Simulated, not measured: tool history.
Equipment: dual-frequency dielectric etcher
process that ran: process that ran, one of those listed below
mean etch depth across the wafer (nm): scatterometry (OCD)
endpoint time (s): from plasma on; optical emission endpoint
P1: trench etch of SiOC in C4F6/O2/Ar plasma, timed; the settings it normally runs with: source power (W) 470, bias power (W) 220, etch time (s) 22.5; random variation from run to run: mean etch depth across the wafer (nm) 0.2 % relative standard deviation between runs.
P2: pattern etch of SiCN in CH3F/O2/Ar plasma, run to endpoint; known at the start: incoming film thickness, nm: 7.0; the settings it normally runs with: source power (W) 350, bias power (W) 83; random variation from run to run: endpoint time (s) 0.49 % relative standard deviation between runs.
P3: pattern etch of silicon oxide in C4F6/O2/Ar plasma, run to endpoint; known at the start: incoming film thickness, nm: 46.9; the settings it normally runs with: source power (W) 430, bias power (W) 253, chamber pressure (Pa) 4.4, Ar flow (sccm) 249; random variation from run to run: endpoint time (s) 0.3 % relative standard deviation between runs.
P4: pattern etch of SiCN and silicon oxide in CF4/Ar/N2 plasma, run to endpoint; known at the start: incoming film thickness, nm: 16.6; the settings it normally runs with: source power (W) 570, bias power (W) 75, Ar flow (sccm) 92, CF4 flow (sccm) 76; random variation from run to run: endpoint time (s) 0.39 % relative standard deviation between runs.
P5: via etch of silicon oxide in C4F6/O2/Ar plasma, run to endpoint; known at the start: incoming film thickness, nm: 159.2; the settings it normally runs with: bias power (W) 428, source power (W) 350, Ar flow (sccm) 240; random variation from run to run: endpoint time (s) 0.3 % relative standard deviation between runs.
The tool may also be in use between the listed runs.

run,hour,process that ran,source power (W),bias power (W),etch time (s),Ar flow (sccm),chamber pressure (Pa),CF4 flow (sccm),mean etch depth across the wafer (nm),endpoint time (s)
1,13.4,P1,470,220,22.5,,,,52.002,
2,24,P5,350,546,,240,,,,35.108
3,38.4,P1,470,220,22.5,,,,51.901,
4,46.2,P1,470,220,22.5,,,,51.94,
5,56.7,P5,350,428,,330,,,,39.856
6,72,P2,470,83,,,,,,16.721
7,80.6,P5,250,428,,240,,,,43.644
8,95.6,P3,310,253,,249,4.4,,,14.561
9,107.8,P1,470,286,22.5,,,,56.737,
10,121.6,P1,470,161,22.5,,,,47.128,
11,132.3,P1,660,220,22.5,,,,59.396,
12,145.7,P2,350,53,,,,,,21.812
13,160.4,P4,720,75,,92,,76,,11.885
14,174.3,P3,430,253,,164,4.4,,,12.254
15,184.1,P5,350,428,,240,,,,38.47
16,200.4,P1,470,220,15,,,,34.687,
17,216.3,P1,470,220,22.5,,,,52.136,
18,224,P4,570,75,,92,,90,,14.383
19,241.2,P1,310,220,22.5,,,,44.491,
20,253.4,P3,430,253,,249,4.4,,,12.893
21,270.1,P1,320,220,16.5,,,,33.013,
22,278.7,P4,570,92,,92,,76,,13.768
23,287.7,P1,470,220,22.5,,,,51.838,
24,295.8,P1,470,220,22.5,,,,51.986,
25,310.1,P2,350,83,,,,,,18.595
26,326,P4,570,75,,123,,76,,15.339
27,338.5,P5,350,428,,240,,,,38.377
28,347.5,P3,430,253,,249,5.4,,,13.11
29,358,P4,570,75,,92,,76,,14.797
30,366.3,P1,470,220,22.5,,,,52.074,
31,377.5,P3,430,156,,249,4.4,,,14.985
32,388.6,P1,470,220,30,,,,69.332,
33,396.7,P2,350,83,,,,,,18.543
34,412.3,P1,350,220,28,,,,57.769,

Estimate the outcome of run 35 from the log above:
35,428.9,P1,470,220,22.5,,,,?,

mean etch depth across the wafer (nm): 51.998
